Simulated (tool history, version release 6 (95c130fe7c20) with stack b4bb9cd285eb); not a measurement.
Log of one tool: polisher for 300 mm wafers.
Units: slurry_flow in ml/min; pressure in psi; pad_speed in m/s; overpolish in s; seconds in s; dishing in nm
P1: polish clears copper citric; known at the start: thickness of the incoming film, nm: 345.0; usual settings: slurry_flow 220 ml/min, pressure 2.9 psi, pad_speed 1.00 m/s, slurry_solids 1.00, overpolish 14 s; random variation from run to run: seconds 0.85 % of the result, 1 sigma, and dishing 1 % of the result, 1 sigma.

run   hour  slurry_flow  pressure  pad_speed  slurry_solids  overpolish  seconds  dishing
  1    9.4          220       2.9       1.00           1.00          14   172.62  19.6710
  2   16.8          220       2.9       1.00           1.00          24   171.06  30.5890
  3   28.9          220       2.9       1.54           1.00          14   112.14  28.1880
  4   41.0          300       2.0       1.00           1.00          14   240.37  14.0960
  5   56.4          220       2.9       1.00           1.00          14   171.33  18.9060
  6   64.6          220       2.9       1.00           1.00          14   172.69  19.5060
  7   76.8          220       2.9       1.00           1.30          14   165.17  20.2130
  8   85.9          220       2.9       1.00           1.00          14   172.89  19.5370
  9  101.2          300       2.9       1.00           1.00          14   165.73  20.0670
 10  117.1          220       3.8       1.28           1.00          14   102.40  30.8030
 11  124.5          220       3.6       0.58           1.00          14   235.33  14.5890
 12  133.6          130       2.9       1.00           1.00          14   188.58  18.0900
 13  147.8          220       1.5       1.00           1.00          14   325.75  10.7880
 14  162.7          220       4.3       1.00           1.00          14   117.41  26.8680
 15  174.8          220       2.9       0.66           1.00          14   257.31  13.2230
 16  183.6          220       2.9       1.00           0.65          14   187.79  17.8210
 17  198.1          220       2.9       1.00           1.00           4   170.49   5.8583
 18  211.0          220       2.9       1.00           1.00          14   175.88  19.6590
 19  220.6          220       2.9       1.00           1.00          14   171.63  19.5030
 20  235.8          220       2.9       1.00           1.00          14   177.39  18.9630
 21  245.7          220       2.9       1.00           1.00          14   177.11  18.7680
 22  254.2          220       2.9       1.00           1.00          14   179.68  18.8520
 23  266.2          220       2.9       1.00           1.00          14   181.09  18.6740
     280.7  -- slurry blender recalibrated
 24  280.9          220       2.9       1.00           1.00          14   184.05  18.3490
 25  291.4          220       2.9       1.00           1.00          14   183.33  18.4350
     293.8  -- head pressure recalibrated
 26  307.6          220       2.9       1.00           1.00          14   182.78  18.3940
 27  317.3          220       2.9       1.00           1.00          14   181.74  18.3570
 28  333.7          220       2.9       1.00           1.00          14   183.25  18.3800

What P1 gives has crept away from where it was. These 2 causes fit the log equally well, each at the size given:
A: removal rate lost through wear of the pad, % = 5.55
B: slurry flow missing at the pad, % = 32.5
The creep began at about hour 220.6.
Why every other cause is out:
head's pressure below its setpoint, %: serviced at hour 293.8, which brought nothing back
abrasive missing from the slurry, %: serviced at hour 280.7, which brought nothing back

4 check runs are offered, each on 5 wafers whose results are averaged, their results left as question marks. Which one tells the causes apart?
check 1  350.1          220       2.9       1.00           1.30          22        ?        ?
check 2  350.1          220       1.5       1.00           1.00          14        ?        ?
check 3  350.1          145       2.9       1.00           1.00          14        ?        ?
check 4  350.1          220       3.8       0.72           1.00          14        ?        ?

What each check would give under each cause:
  check   result     if A     if B
check 1  seconds   172.72   172.71
check 1  dishing  28.5550  28.5550
check 2  seconds   345.52   345.51
check 2  dishing  10.0900  10.0900
check 3  seconds   194.42   199.66
check 3  dishing  17.3770  16.9640
check 4  seconds   193.54   193.53
check 4  dishing  17.5590  17.5590
How far apart the two closest causes lie, in the result that separates them most: check 1 0 %; check 2 0 %; check 3 2.66 %; check 4 0 %
Check 3 tells the causes apart: in the others they would give nearly the same result.

Check 3 was then run and gave: seconds 199.55 s; dishing 17.0650 nm. Which cause is it?

It is B: slurry flow missing at the pad, %.

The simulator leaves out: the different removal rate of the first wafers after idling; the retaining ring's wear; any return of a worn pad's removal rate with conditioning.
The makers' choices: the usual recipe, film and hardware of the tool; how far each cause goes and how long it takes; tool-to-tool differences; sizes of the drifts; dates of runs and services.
